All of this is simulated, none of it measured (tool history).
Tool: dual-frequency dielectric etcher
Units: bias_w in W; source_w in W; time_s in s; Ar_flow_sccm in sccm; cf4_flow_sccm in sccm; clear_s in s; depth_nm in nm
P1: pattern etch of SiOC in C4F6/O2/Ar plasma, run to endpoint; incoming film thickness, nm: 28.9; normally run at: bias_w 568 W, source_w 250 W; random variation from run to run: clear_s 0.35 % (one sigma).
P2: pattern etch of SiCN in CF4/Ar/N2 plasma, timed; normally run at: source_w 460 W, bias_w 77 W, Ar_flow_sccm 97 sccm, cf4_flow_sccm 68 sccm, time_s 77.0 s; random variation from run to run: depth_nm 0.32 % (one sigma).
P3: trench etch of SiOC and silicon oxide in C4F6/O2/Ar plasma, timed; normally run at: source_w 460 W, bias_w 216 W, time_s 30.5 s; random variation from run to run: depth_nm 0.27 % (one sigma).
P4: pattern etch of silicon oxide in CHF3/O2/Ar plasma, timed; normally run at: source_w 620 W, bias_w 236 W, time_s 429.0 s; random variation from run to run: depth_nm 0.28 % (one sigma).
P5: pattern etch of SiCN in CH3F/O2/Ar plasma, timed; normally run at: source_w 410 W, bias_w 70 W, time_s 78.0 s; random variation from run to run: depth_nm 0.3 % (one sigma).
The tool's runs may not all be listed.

{"run": 1, "day": 0.338, "process": "P1", "bias_w": 568, "source_w": 250, "clear_s": 10.783}
{"run": 2, "day": 0.817, "process": "P4", "bias_w": 290, "source_w": 620, "time_s": 429.0, "depth_nm": 1000.5}
{"run": 3, "day": 1.267, "process": "P2", "bias_w": 77, "source_w": 460, "time_s": 77.0, "Ar_flow_sccm": 97, "cf4_flow_sccm": 52, "depth_nm": 66.33}
{"run": 4, "day": 1.762, "process": "P3", "bias_w": 216, "source_w": 460, "time_s": 17.0, "depth_nm": 38.136}
{"run": 5, "day": 2.271, "process": "P4", "bias_w": 236, "source_w": 620, "time_s": 429.0, "depth_nm": 934.35}
{"run": 6, "day": 2.658, "process": "P3", "bias_w": 216, "source_w": 460, "time_s": 30.5, "depth_nm": 68.382}
{"run": 7, "day": 2.942, "process": "P2", "bias_w": 77, "source_w": 460, "time_s": 77.0, "Ar_flow_sccm": 77, "cf4_flow_sccm": 68, "depth_nm": 71.75}
{"run": 8, "day": 3.367, "process": "P1", "bias_w": 568, "source_w": 150, "clear_s": 13.047}
{"run": 9, "day": 3.825, "process": "P5", "bias_w": 70, "source_w": 410, "time_s": 43.0, "depth_nm": 15.757}
{"run": 10, "day": 4.204, "process": "P2", "bias_w": 77, "source_w": 460, "time_s": 77.0, "Ar_flow_sccm": 97, "cf4_flow_sccm": 68, "depth_nm": 68.653}
{"run": 11, "day": 4.608, "process": "P1", "bias_w": 568, "source_w": 250, "clear_s": 10.877}
{"run": 12, "day": 4.925, "process": "P3", "bias_w": 216, "source_w": 460, "time_s": 30.5, "depth_nm": 68.075}
{"run": 13, "day": 5.179, "process": "P3", "bias_w": 131, "source_w": 460, "time_s": 30.5, "depth_nm": 58.664}
{"run": 14, "day": 5.442, "process": "P1", "bias_w": 568, "source_w": 330, "clear_s": 9.7616}
{"run": 15, "day": 5.771, "process": "P1", "bias_w": 659, "source_w": 330, "clear_s": 9.1603}
{"run": 16, "day": 6.292, "process": "P4", "bias_w": 236, "source_w": 850, "time_s": 429.0, "depth_nm": 1050.6}
{"run": 17, "day": 6.7, "process": "P1", "bias_w": 568, "source_w": 250, "clear_s": 10.787}
{"run": 18, "day": 7.183, "process": "P2", "bias_w": 77, "source_w": 370, "time_s": 77.0, "Ar_flow_sccm": 97, "cf4_flow_sccm": 68, "depth_nm": 56.967}
{"run": 19, "day": 7.621, "process": "P2", "bias_w": 107, "source_w": 460, "time_s": 77.0, "Ar_flow_sccm": 97, "cf4_flow_sccm": 68, "depth_nm": 78.01}
{"run": 20, "day": 8.025, "process": "P4", "bias_w": 236, "source_w": 620, "time_s": 236.0, "depth_nm": 510.73}
{"run": 21, "day": 8.375, "process": "P3", "bias_w": 216, "source_w": 280, "time_s": 30.5, "depth_nm": 56.352}
{"run": 22, "day": 8.854, "process": "P5", "bias_w": 70, "source_w": 410, "time_s": 78.0, "depth_nm": 28.436}
{"run": 23, "day": 9.212, "process": "P1", "bias_w": 568, "source_w": 250, "clear_s": 10.778}
{"run": 24, "day": 9.642, "process": "P1", "bias_w": 419, "source_w": 250, "clear_s": 12.108}
{"run": 25, "day": 10.008, "process": "P4", "bias_w": 236, "source_w": 620, "time_s": 429.0, "depth_nm": 929.74}
{"run": 26, "day": 10.454, "process": "P5", "bias_w": 70, "source_w": 490, "time_s": 78.0, "depth_nm": 30.499}
{"run": 27, "day": 10.921, "process": "P2", "bias_w": 77, "source_w": 460, "time_s": 96.0, "Ar_flow_sccm": 97, "cf4_flow_sccm": 68, "depth_nm": 85.986}
{"run": 28, "day": 11.3, "process": "P5", "bias_w": 56, "source_w": 410, "time_s": 78.0, "depth_nm": 26.353}
{"run": 29, "day": 11.588, "process": "P1", "bias_w": 568, "source_w": 250, "clear_s": 10.825}
{"run": 30, "day": 11.862, "process": "P1", "bias_w": 763, "source_w": 250, "clear_s": 9.5868}
{"run": 31, "day": 12.112, "process": "P5", "bias_w": 70, "source_w": 410, "time_s": 78.0, "depth_nm": 28.528}
{"run": 32, "day": 12.525, "process": "P1", "bias_w": 568, "source_w": 250, "clear_s": 10.814}
{"run": 33, "day": 13.004, "process": "P1", "bias_w": 568, "source_w": 250, "clear_s": 10.88}
{"run": 34, "day": 13.283, "process": "P1", "bias_w": 568, "source_w": 250, "clear_s": 10.94}
{"run": 35, "day": 13.592, "process": "P1", "bias_w": 568, "source_w": 250, "clear_s": 10.969}
{"run": 36, "day": 13.925, "process": "P1", "bias_w": 568, "source_w": 250, "clear_s": 11.0}
{"day": 13.996, "done": "wet clean of the chamber"}
{"run": 37, "day": 14.204, "process": "P1", "bias_w": 568, "source_w": 250, "clear_s": 10.926}
{"run": 38, "day": 14.617, "process": "P1", "bias_w": 568, "source_w": 250, "clear_s": 10.982}
{"run": 39, "day": 14.892, "process": "P1", "bias_w": 568, "source_w": 250, "clear_s": 10.962}

What P1 gives has crept away from where it was. These 2 causes fit the log equally well, each at the size given:
A: source power that arrives under what is set, % = 4.66
B: bias power that arrives under what is set, % = 4.39
The creep began at about day 12.525.
Why every other cause is out:
chamber walls in a state that lowers the etch rate, %: serviced at day 13.996, which brought nothing back

4 check runs are offered, one wafer each, their results left as question marks. Which one tells the causes apart?
{"run": "check 1", "day": 15.167, "process": "P4", "bias_w": 272, "source_w": 620, "time_s": 429.0, "depth_nm": "?"}
{"run": "check 2", "day": 15.167, "process": "P5", "bias_w": 60, "source_w": 410, "time_s": 54.5, "depth_nm": "?"}
{"run": "check 3", "day": 15.167, "process": "P2", "bias_w": 98, "source_w": 460, "time_s": 77.0, "Ar_flow_sccm": 97, "cf4_flow_sccm": 68, "depth_nm": "?"}
{"run": "check 4", "day": 15.167, "process": "P3", "bias_w": 133, "source_w": 460, "time_s": 30.5, "depth_nm": "?"}

What each check would give under each cause:
check=check_1 result=depth_nm if_A=961.640 if_B=963.240
check=check_2 result=depth_nm if_A=18.552 if_B=18.609
check=check_3 result=depth_nm if_A=72.198 if_B=74.039
check=check_4 result=depth_nm if_A=57.647 if_B=57.992
How far apart the two closest causes lie, in the result that separates them most: check 1 0.17 %; check 2 0.31 %; check 3 2.52 %; check 4 0.6 %
Check 3 tells the causes apart: in the others they would give nearly the same result.

Then check 3 was run and gave: depth_nm 72.621 nm. Which cause is it?

It is A: source power that arrives under what is set, %.

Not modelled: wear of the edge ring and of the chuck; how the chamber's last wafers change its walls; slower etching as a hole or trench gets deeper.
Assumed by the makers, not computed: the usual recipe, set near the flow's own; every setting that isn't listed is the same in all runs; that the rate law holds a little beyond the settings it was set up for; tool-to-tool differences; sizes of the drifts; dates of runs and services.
